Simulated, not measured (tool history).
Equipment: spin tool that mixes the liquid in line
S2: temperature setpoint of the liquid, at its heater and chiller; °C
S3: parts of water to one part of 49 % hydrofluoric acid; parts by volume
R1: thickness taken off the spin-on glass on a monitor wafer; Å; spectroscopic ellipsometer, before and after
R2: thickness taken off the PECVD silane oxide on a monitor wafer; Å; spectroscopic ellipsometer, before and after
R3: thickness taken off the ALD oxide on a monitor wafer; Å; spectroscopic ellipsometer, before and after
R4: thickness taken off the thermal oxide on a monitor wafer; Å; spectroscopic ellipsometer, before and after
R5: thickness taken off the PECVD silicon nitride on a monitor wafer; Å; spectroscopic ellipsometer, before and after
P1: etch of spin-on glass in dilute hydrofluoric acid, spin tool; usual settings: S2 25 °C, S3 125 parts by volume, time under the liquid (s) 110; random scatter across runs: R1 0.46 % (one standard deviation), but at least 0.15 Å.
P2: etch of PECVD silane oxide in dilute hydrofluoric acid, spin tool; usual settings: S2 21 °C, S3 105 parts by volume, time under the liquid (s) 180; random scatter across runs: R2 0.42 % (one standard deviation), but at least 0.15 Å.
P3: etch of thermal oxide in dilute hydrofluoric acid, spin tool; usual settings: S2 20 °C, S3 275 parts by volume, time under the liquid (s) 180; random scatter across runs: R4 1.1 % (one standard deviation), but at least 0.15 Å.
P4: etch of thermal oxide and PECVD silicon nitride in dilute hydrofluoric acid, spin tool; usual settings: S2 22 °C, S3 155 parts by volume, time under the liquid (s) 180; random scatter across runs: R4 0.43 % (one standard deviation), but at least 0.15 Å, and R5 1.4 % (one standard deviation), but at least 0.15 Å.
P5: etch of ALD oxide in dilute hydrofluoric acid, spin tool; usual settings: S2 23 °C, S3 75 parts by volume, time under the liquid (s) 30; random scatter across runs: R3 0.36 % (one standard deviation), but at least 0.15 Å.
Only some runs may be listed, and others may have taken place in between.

{"run": 1, "day": 0.671, "process that ran": "P1", "S2": 25, "S3": 125, "time under the liquid (s)": 110, "R1": 547.59}
{"run": 2, "day": 1.196, "process that ran": "P1", "S2": 25, "S3": 125, "time under the liquid (s)": 110, "R1": 545.74}
{"run": 3, "day": 1.575, "process that ran": "P1", "S2": 25, "S3": 185, "time under the liquid (s)": 110, "R1": 346.44}
{"run": 4, "day": 2.175, "process that ran": "P2", "S2": 17, "S3": 105, "time under the liquid (s)": 180, "R2": 260.43}
{"run": 5, "day": 2.546, "process that ran": "P1", "S2": 25, "S3": 125, "time under the liquid (s)": 110, "R1": 546.06}
{"run": 6, "day": 3.283, "process that ran": "P1", "S2": 25, "S3": 125, "time under the liquid (s)": 60, "R1": 299.91}
{"run": 7, "day": 3.967, "process that ran": "P5", "S2": 23, "S3": 135, "time under the liquid (s)": 30, "R3": 38.131}
{"run": 8, "day": 4.512, "process that ran": "P1", "S2": 25, "S3": 125, "time under the liquid (s)": 110, "R1": 549.37}
{"run": 9, "day": 5.038, "process that ran": "P2", "S2": 21, "S3": 105, "time under the liquid (s)": 345, "R2": 589.91}
{"run": 10, "day": 5.575, "process that ran": "P5", "S2": 23, "S3": 75, "time under the liquid (s)": 30, "R3": 72.759}
{"run": 11, "day": 6.092, "process that ran": "P3", "S2": 20, "S3": 480, "time under the liquid (s)": 180, "R4": 10.105}
{"run": 12, "day": 6.55, "process that ran": "P1", "S2": 25, "S3": 70, "time under the liquid (s)": 110, "R1": 1047.4}
{"run": 13, "day": 7.004, "process that ran": "P2", "S2": 21, "S3": 105, "time under the liquid (s)": 180, "R2": 305.57}
{"run": 14, "day": 7.696, "process that ran": "P1", "S2": 25, "S3": 170, "time under the liquid (s)": 175, "R1": 609.91}
{"run": 15, "day": 8.038, "process that ran": "P1", "S2": 30, "S3": 125, "time under the liquid (s)": 110, "R1": 664.42}
{"run": 16, "day": 8.667, "process that ran": "P4", "S2": 29, "S3": 155, "time under the liquid (s)": 180, "R4": 61.762, "R5": 26.394}
{"run": 17, "day": 9.15, "process that ran": "P1", "S2": 25, "S3": 125, "time under the liquid (s)": 110, "R1": 553.11}
{"run": 18, "day": 9.75, "process that ran": "P2", "S2": 21, "S3": 105, "time under the liquid (s)": 180, "R2": 308.45}
{"run": 19, "day": 10.267, "process that ran": "P1", "S2": 25, "S3": 220, "time under the liquid (s)": 205, "R1": 522.47}
{"run": 20, "day": 10.7, "process that ran": "P4", "S2": 22, "S3": 155, "time under the liquid (s)": 365, "R4": 96.44, "R5": 34.296}
{"run": 21, "day": 11.392, "process that ran": "P1", "S2": 18, "S3": 165, "time under the liquid (s)": 110, "R1": 304.52}
{"run": 22, "day": 12.058, "process that ran": "P5", "S2": 30, "S3": 75, "time under the liquid (s)": 30, "R3": 95.598}
{"run": 23, "day": 12.504, "process that ran": "P3", "S2": 17, "S3": 275, "time under the liquid (s)": 180, "R4": 18.443}
{"run": 24, "day": 13.05, "process that ran": "P1", "S2": 25, "S3": 125, "time under the liquid (s)": 110, "R1": 551.97}
{"run": 25, "day": 13.454, "process that ran": "P4", "S2": 22, "S3": 290, "time under the liquid (s)": 180, "R4": 22.081, "R5": 9.2522}

Estimate the outcome of run 26 from the log above:
{"run": 26, "day": 14.171, "process that ran": "P3", "S2": 20, "S3": 275, "time under the liquid (s)": 355, "R4": "?"}

R4: 40.71 Å
